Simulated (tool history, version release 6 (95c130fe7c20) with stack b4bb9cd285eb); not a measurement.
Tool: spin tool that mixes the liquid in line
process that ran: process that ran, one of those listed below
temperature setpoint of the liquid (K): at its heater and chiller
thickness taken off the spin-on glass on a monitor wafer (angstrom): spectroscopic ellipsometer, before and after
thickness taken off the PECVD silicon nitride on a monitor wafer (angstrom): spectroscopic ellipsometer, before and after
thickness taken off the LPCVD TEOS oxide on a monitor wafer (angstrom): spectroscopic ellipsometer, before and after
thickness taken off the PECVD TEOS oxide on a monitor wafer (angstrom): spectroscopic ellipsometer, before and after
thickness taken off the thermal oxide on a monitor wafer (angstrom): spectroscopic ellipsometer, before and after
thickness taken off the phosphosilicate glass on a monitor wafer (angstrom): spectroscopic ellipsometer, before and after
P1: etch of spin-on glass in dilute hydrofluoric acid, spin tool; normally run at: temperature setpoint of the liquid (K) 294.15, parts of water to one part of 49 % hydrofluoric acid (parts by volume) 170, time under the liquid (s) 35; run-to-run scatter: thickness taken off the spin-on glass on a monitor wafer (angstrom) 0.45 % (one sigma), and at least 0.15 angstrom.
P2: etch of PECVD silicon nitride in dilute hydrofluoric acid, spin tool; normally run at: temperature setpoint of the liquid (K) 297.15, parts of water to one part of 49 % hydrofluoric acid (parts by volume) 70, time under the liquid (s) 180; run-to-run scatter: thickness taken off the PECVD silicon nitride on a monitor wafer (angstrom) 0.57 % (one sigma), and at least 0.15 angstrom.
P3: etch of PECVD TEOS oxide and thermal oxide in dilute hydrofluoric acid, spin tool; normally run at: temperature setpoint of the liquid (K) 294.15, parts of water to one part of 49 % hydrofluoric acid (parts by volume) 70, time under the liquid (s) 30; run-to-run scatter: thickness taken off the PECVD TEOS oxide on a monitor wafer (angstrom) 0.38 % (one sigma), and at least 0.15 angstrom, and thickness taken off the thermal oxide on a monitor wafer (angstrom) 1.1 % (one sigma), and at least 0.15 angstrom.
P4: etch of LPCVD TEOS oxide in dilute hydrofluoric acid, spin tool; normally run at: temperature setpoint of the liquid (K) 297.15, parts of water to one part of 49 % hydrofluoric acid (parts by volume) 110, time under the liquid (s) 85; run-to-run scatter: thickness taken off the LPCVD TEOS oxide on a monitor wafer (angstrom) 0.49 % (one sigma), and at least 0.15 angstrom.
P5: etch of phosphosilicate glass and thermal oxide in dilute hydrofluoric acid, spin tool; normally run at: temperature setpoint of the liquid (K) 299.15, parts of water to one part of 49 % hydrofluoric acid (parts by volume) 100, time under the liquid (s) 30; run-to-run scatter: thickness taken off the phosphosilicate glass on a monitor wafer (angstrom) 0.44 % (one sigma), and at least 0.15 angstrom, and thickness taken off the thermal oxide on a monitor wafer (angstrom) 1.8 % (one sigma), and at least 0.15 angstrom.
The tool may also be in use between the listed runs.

run	hour	process that ran	temperature setpoint of the liquid (K)	parts of water to one part of 49 % hydrofluoric acid (parts by volume)	time under the liquid (s)	hours since the thermometer was replaced	hours since the hydrofluoric acid flow meter was replaced	thickness taken off the spin-on glass on a monitor wafer (angstrom)	thickness taken off the PECVD silicon nitride on a monitor wafer (angstrom)	thickness taken off the LPCVD TEOS oxide on a monitor wafer (angstrom)	thickness taken off the PECVD TEOS oxide on a monitor wafer (angstrom)	thickness taken off the thermal oxide on a monitor wafer (angstrom)	thickness taken off the phosphosilicate glass on a monitor wafer (angstrom)
1	1.9	P1	294.15	170	35	1120.6	325.3	52.66					
2	5.1	P2	290.15	70	180	1123.8	328.5		90.353				
3	8.1	P1	294.15	35	35	1126.8	331.5	299.37					
4	10	P4	297.15	55	85	1128.7	333.4			393.2			
5	14.1	P3	294.15	95	30	1132.8	337.5				75.208	13.681	
6	17.2	P5	299.15	100	60	1135.9	340.6					30.414	531.93
7	20.1	P1	294.15	305	35	1138.8	343.5	25.63					
8	24.4	P5	291.15	100	30	1143.1	347.8					11.079	192.84
9	27.6	P5	299.15	35	30	1146.3	351					47.138	834.45
10	31.7	P1	301.65	170	35	1150.4	355.1	69.648					
11	34.5	P5	299.15	100	30	1153.2	357.9					15.435	268.07
12	38.1	P2	297.15	70	295	1156.8	361.5		240.78				
13	40.7	P3	294.15	70	30	1159.4	364.1				104.27	19.192	
14	43	P2	297.15	35	180	1161.7	366.4		286.15				
15	46.2	P4	297.15	110	130	1164.9	369.6			281.32			
16	48.6	P1	290.15	170	60	1167.3	372	77.345					
17	51	P4	297.15	110	85	1169.7	374.4			183.89			
18	54.7	P3	294.15	70	30	1173.4	378.1				104.51	19.108	
19	56.7	P3	302.15	70	30	1175.4	380.1				143.45	26.901	
20	60.8	P1	290.15	170	35	1179.5	384.2	44.568					
21	63	P1	294.15	170	50	1181.7	386.4	75.528					
22	66.6	P3	294.15	70	15	1185.3	390				52.288	9.7729	
23	70.3	P1	294.15	170	35	1189	393.7	52.967					
24	74.5	P1	294.15	170	35	1193.2	397.9	52.599					
25	77.3	P1	294.15	170	35	1196	400.7	52.779					
26	81.1	P1	294.15	170	35	1199.8	404.5	52.217					
27	83.9	P4	290.65	110	85	1202.6	407.3			140.48			
28	87.9	P1	294.15	170	15	1206.6	411.3	22.728					
29	90.8	P2	297.15	70	180	1209.5	414.2		146.07				
30	93.7	P1	297.15	170	15	1212.4	417.1	25.187					
31	97.9	P1	294.15	170	35	1216.6	421.3	52.497					
32	101.2	P1	294.15	170	35	1219.9	424.6	54.852					
33	104.3	P1	294.15	170	35	1223	427.7	56.274					
34	106.6	P1	294.15	170	35	1225.3	430	56.737					
35	109.8	P1	294.15	170	35	1228.5	433.2	56.761					
36	114	P1	294.15	170	35	1232.7	437.4	56.766					
37	116.1	P1	294.15	170	35	1234.8	439.5	56.872					

What P1 gives has crept away from where it was. These 2 causes fit the log equally well, each at the size given:
A: hydrofluoric acid flow above the setpoint (%) = 7.17
B: liquid hotter than its thermometer reads (K) = 2.11
The creep began at about hour 97.9.

4 check runs are offered, one wafer each, their results left as question marks. Which one tells the causes apart?
check 1	118.2	P4	293.15	110	85					?			
check 2	118.2	P3	301.65	70	30						?	?	
check 3	118.2	P2	290.15	50	180				?				
check 4	118.2	P5	291.65	100	45							?	?

What each check would give under each cause:
check	result	if A	if B
check 1	thickness taken off the LPCVD TEOS oxide on a monitor wafer (angstrom)	168.89	170.23
check 2	thickness taken off the PECVD TEOS oxide on a monitor wafer (angstrom)	152.85	153.71
check 2	thickness taken off the thermal oxide on a monitor wafer (angstrom)	27.833	27.99
check 3	thickness taken off the PECVD silicon nitride on a monitor wafer (angstrom)	134.22	145.63
check 4	thickness taken off the thermal oxide on a monitor wafer (angstrom)	18.475	18.67
check 4	thickness taken off the phosphosilicate glass on a monitor wafer (angstrom)	319.73	323.11
How far apart the two closest causes lie, in the result that separates them most: check 1 0.79 %; check 2 0.56 %; check 3 8.16 %; check 4 1.05 %
Only check 3 tells the causes apart: in the others they would give nearly the same result.

Check 3 was then run and gave: thickness taken off the PECVD silicon nitride on a monitor wafer (angstrom) 134.59. Which cause is it?

It is A: hydrofluoric acid flow above the setpoint (%).
